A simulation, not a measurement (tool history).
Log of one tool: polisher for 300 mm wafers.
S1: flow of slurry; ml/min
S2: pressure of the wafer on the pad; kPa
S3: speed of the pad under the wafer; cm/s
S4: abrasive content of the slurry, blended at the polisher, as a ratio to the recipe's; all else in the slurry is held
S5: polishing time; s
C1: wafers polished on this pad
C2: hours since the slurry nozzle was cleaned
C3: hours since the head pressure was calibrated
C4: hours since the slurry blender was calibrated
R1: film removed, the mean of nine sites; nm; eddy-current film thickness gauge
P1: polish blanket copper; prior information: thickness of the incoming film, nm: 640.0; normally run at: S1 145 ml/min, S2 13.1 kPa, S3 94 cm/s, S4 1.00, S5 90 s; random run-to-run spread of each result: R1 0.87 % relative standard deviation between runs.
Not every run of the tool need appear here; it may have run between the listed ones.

run	hour	S1	S2	S3	S4	S5	C1	C2	C3	C4	R1
1	7.8	145	13.1	94	1.00	90	231	384.5	270.7	271.0	138.060
2	13.9	145	13.1	140	1.00	90	274	390.6	276.8	277.1	205.540
3	17.8	225	13.1	94	1.00	90	302	394.5	280.7	281.0	146.560
4	21.5	145	13.1	94	1.00	90	328	398.2	284.4	284.7	138.220
5	26.4	145	13.1	94	1.00	90	362	403.1	289.3	289.6	139.130
6	32.9	145	13.1	94	1.00	90	408	409.6	295.8	296.1	139.270
7	36.7	145	13.1	94	1.00	90	435	413.4	299.6	299.9	140.170
8	43.8	145	13.1	94	1.00	90	485	420.5	306.7	307.0	138.080
9	51.3	145	13.1	94	1.35	139	537	428.0	314.2	314.5	229.710
10	56.8	205	13.1	94	1.00	124	576	433.5	319.7	320.0	202.140
11	63.2	145	13.1	94	1.00	59	621	439.9	326.1	326.4	91.653
12	68.5	145	19.3	94	1.00	90	658	445.2	331.4	331.7	202.530
# hour 70.9: head pressure recalibrated
13	74.5	145	13.1	94	1.40	90	701	451.2	3.7	337.7	147.410
14	81.6	145	13.1	94	1.00	141	751	458.3	10.8	344.8	218.100
15	87.9	145	13.1	94	0.55	90	795	464.6	17.1	351.1	123.930
16	92.4	145	8.3	94	1.00	90	827	469.1	21.6	355.6	87.083
# hour 94.1: slurry blender recalibrated
17	99.0	145	13.1	94	1.25	51	873	475.7	28.2	5.0	82.431
18	106.2	145	13.1	70	1.00	90	924	482.9	35.4	12.2	102.360
19	110.8	100	13.1	94	1.00	90	956	487.5	40.0	16.8	130.010
20	115.3	145	13.1	94	1.00	90	988	492.0	44.5	21.3	138.310
21	119.2	145	13.1	94	1.00	90	1015	495.9	48.4	25.2	138.280
22	125.0	145	13.1	94	1.00	90	1056	501.7	54.2	31.0	131.830
23	130.1	145	13.1	94	1.00	90	1092	506.8	59.3	36.1	130.830
24	136.1	145	13.1	94	1.00	90	1134	512.8	65.3	42.1	131.630
25	142.9	145	13.1	94	1.00	90	1182	519.6	72.1	48.9	131.170
26	146.8	145	13.1	94	1.00	90	1209	523.5	76.0	52.8	126.320
# hour 152.5: head pressure recalibrated
27	153.6	145	13.1	94	1.00	90	1257	530.3	1.1	59.6	126.510
28	159.6	145	13.1	94	1.00	90	1299	536.3	7.1	65.6	126.850
# hour 163.4: slurry blender recalibrated
29	166.0	145	13.1	94	1.00	90	1344	542.7	13.5	2.7	125.720
30	173.5	145	13.1	94	1.00	90	1397	550.2	21.0	10.2	124.440
31	180.3	145	13.1	94	1.00	90	1445	557.0	27.8	17.0	124.360

P1 has crept away from where it was. The log is fitted equally well by each of these 2 causes, at the sizes shown:
A: removal rate lost through wear of the pad, % = 9.52
B: slurry flow missing at the pad, % = 36.5
Onset of the creep was near hour 115.3.
The rest of the possible causes, and what rules out each one:
head's pressure below its setpoint, %: serviced at hour 152.5, after the drift had started, without restoring the earlier output
abrasive missing from the slurry, %: serviced at hour 163.4, after the drift had started, without restoring the earlier output

Below are 4 check runs, each averaged over 5 wafers, with their results shown as question marks. Which of them would give clearly different results depending on which cause is behind the drift?
check 1	187.1	210	13.1	94	0.80	90					?
check 2	187.1	145	19.3	94	1.00	90					?
check 3	187.1	145	13.1	94	0.55	90					?
check 4	187.1	145	13.1	134	1.20	90					?

Check results expected under each cause:
check	result	if A	if B
check 1	R1	126.450	130.120
check 2	R1	184.730	184.700
check 3	R1	110.790	110.770
check 4	R1	185.890	185.860
Separation of the two closest causes in each check, using whichever result separates them best: check 1 2.86 %; check 2 0.02 %; check 3 0.02 %; check 4 0.02 %
Check 1 is the one run that separates the causes; every other check would come out nearly the same whichever cause is at work.

Then check 1 was run and gave: R1 130.250 nm. Which cause is it?

Of the candidate causes, it is B: slurry flow missing at the pad, %.
